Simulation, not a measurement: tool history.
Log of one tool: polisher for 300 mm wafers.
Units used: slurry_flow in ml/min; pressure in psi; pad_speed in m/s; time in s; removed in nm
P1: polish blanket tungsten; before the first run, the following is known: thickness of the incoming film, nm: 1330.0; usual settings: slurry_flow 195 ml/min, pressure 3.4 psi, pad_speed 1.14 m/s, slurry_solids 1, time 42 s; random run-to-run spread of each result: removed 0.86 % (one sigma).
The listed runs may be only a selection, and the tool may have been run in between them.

run   hour  slurry_flow  pressure  pad_speed  slurry_solids  time  removed
  1   12.2          195       3.4       1.14              1    42   194.79
  2   28.4          280       3.4       1.14              1    42   205.02
  3   42.5          195       3.4       1.14            0.8    42      188
  4   52.3          195       3.4       0.54              1    42   92.018
  5   67.4          195       5.3       1.14              1    42   306.88
  6     77          195       3.4       1.14              1    19   87.665
  7   90.8          195       3.4       1.14              1    42   196.63
  8    109          115       3.4       1.14              1    42   179.93
  9  117.4          195       3.4       1.14              1    42   195.27
 10    127          195       1.7       1.14              1    42   98.682
 11  140.4          195       3.4       1.14              1    42    196.2
 12  154.9          195       3.4       1.14              1    42   194.91
 13  167.3          250       3.4       1.14              1    61   289.16
 14  185.2          195       3.4       1.14              1    54   250.24
 15  200.4          195       3.4       1.58              1    42   271.19
 16    217          195       3.4       1.14           1.45    42   216.92
 17  234.6          195       3.4       1.14              1    42   194.72
 18  246.4          195       3.4       1.14              1    42   194.14
 19  254.8          195       3.4       1.14              1    42   190.21
 20  268.6          195       3.4       1.14              1    42   186.43
       276  -- slurry tank refilled with fresh slurry and peroxide
 21  280.7          195       3.4       1.14              1    42   185.46
     292.7  -- slurry blender recalibrated
 22  293.7          195       3.4       1.14              1    42   181.92
 23  311.6          195       3.4       1.14              1    42   182.35
     314.4  -- head pressure recalibrated
 24  319.7          195       3.4       1.14              1    42   182.64
 25  333.1          195       3.4       1.14              1    42   181.74
 26  341.1          195       3.4       1.14              1    42   183.16
 27  352.5          195       3.4       1.14              1    42   178.95

What P1 gives has crept away from where it was. These 2 causes fit the log equally well, each at the size given:
A: removal rate lost through wear of the pad, % = 7.38
B: slurry flow missing at the pad, % = 36.6
The onset of the drift is placed at about hour 234.6.
Excluded causes, each with its reason:
head's pressure below its setpoint, %: its service at hour 314.4 followed the start of the drift and did not put the process back to its old value
abrasive missing from the slurry, %: its service at hour 292.7 followed the start of the drift and did not put the process back to its old value
peroxide lost from the slurry, %: its service at hour 276 followed the start of the drift and did not put the process back to its old value

Consider the 4 check runs below, whose results appear as question marks and each of which averages 2 wafers. Which one distinguishes the causes, in that each cause would give it a clearly different result?
check 1  363.9          195       4.6       0.54              1    42        ?
check 2  363.9          115       4.7       1.14              1    42        ?
check 3  363.9          195       3.4       1.14           1.45    42        ?
check 4  363.9          195       1.9       1.14              1    42        ?

What each check would give under each cause:
  check   result    if A    if B
check 1  removed  116.42   116.4
check 2  removed  228.98  218.54
check 3  removed  198.65  198.61
check 4  removed  101.51  101.49
Gap, in per cent, between the two causes that each check separates least, read from the result that separates them most: check 1 0.02 %; check 2 4.67 %; check 3 0.02 %; check 4 0.02 %
Only check 2 tells the causes apart: in the others they would give nearly the same result.

Then check 2 was run and gave: removed 217.77 nm. Which cause is it?

The cause is B: slurry flow missing at the pad, %.
